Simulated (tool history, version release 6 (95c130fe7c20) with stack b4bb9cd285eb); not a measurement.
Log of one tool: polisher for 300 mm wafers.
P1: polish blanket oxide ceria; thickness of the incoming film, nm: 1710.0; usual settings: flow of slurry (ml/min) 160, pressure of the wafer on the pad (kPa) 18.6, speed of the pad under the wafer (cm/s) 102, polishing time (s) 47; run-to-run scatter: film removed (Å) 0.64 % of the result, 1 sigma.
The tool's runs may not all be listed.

| run | hour | flow of slurry (ml/min) | pressure of the wafer on the pad (kPa) | speed of the pad under the wafer (cm/s) | polishing time (s) | film removed (Å) |
|---|---|---|---|---|---|---|
| 1 | 14 | 160 | 18.6 | 102 | 47 | 1627.3 |
| 2 | 25.2 | 95 | 18.6 | 102 | 47 | 1461.2 |
| 3 | 36.1 | 160 | 25.5 | 102 | 67 | 3154.2 |
| 4 | 49.6 | 205 | 18.6 | 102 | 47 | 1670.7 |
| 5 | 64.3 | 160 | 18.6 | 102 | 47 | 1603.6 |
| 6 | 74 | 160 | 18.6 | 126 | 26 | 1099 |
| 7 | 83.5 | 160 | 18.6 | 102 | 73 | 2510.4 |
| 8 | 97.6 | 160 | 18.6 | 102 | 24 | 833.62 |
| 9 | 109.3 | 160 | 18.6 | 62 | 47 | 983.29 |
| 10 | 124.7 | 160 | 18.6 | 152 | 47 | 2393.7 |
|  | 130.1 | head pressure recalibrated |
| 11 | 137.1 | 160 | 18.6 | 102 | 47 | 1610.8 |
| 12 | 149.5 | 160 | 10.3 | 102 | 47 | 898.55 |
|  | 155.8 | worn pad replaced by a new one |
| 13 | 157.2 | 160 | 18.6 | 102 | 47 | 1624.8 |
| 14 | 168.9 | 160 | 18.6 | 102 | 47 | 1624.6 |
| 15 | 178.4 | 160 | 18.6 | 102 | 47 | 1609.3 |
| 16 | 185.7 | 160 | 18.6 | 102 | 47 | 1636.6 |
| 17 | 195.2 | 160 | 29 | 102 | 47 | 2525.7 |

Forecast run 18:
| 18 | 202.6 | 160 | 18.6 | 102 | 47 | ? |

film removed (Å): 1611
